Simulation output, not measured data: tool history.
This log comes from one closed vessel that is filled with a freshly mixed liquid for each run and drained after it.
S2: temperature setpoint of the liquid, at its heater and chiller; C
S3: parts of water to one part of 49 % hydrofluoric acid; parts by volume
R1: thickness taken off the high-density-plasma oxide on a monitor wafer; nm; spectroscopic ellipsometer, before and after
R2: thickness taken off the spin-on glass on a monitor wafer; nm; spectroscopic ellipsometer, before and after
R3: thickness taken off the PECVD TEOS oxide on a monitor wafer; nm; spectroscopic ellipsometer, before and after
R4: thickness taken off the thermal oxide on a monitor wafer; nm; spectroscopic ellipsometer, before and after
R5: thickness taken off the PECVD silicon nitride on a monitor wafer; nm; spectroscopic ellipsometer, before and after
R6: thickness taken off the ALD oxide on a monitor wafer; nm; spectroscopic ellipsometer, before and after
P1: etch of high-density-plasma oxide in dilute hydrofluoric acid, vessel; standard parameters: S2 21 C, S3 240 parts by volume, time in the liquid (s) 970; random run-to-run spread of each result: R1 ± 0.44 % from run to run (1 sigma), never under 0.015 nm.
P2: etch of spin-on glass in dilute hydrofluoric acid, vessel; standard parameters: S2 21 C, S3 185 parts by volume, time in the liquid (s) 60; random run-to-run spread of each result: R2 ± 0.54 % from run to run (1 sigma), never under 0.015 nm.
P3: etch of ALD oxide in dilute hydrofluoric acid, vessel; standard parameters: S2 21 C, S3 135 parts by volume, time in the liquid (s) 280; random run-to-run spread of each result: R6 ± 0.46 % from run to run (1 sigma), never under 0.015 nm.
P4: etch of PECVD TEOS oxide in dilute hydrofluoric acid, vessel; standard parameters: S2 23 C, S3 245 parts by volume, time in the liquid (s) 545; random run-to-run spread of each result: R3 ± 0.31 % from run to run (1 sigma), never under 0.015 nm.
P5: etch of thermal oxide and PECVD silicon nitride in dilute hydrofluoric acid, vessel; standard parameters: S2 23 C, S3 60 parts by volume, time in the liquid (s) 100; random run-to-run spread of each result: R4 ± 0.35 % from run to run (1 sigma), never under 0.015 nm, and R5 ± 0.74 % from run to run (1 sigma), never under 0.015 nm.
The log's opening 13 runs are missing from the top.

At hour 186.1: thermometer replaced.
Run 14, hour 195: process that ran P4, S2 23 C, S3 245 parts by volume, time in the liquid (s) 210. Result: R3 13.653 nm.
Run 15, hour 211.7: process that ran P5, S2 23 C, S3 60 parts by volume, time in the liquid (s) 100. Result: R4 8.125 nm, R5 3.3517 nm.
Run 16, hour 230.4: process that ran P1, S2 21 C, S3 240 parts by volume, time in the liquid (s) 970. Result: R1 33.943 nm.
Run 17, hour 247.2: process that ran P3, S2 21 C, S3 135 parts by volume, time in the liquid (s) 280. Result: R6 47.921 nm.
Run 18, hour 262.4: process that ran P3, S2 21 C, S3 70 parts by volume, time in the liquid (s) 280. Result: R6 99.541 nm.
At hour 278.8: hydrofluoric acid flow meter replaced.
Run 19, hour 278.8: process that ran P1, S2 21 C, S3 85 parts by volume, time in the liquid (s) 390. Result: R1 45.503 nm.
Run 20, hour 297.8: process that ran P2, S2 21 C, S3 185 parts by volume, time in the liquid (s) 115. Result: R2 10.828 nm.
Run 21, hour 314.4: process that ran P1, S2 21 C, S3 240 parts by volume, time in the liquid (s) 970. Result: R1 34.012 nm.

Run 22 has not been measured yet. What should we expect?
Run 22, hour 324.9: process that ran P3, S2 21 C, S3 135 parts by volume, time in the liquid (s) 60. Result: R6 ?.

{"run 22": {"R6": 10.265}}

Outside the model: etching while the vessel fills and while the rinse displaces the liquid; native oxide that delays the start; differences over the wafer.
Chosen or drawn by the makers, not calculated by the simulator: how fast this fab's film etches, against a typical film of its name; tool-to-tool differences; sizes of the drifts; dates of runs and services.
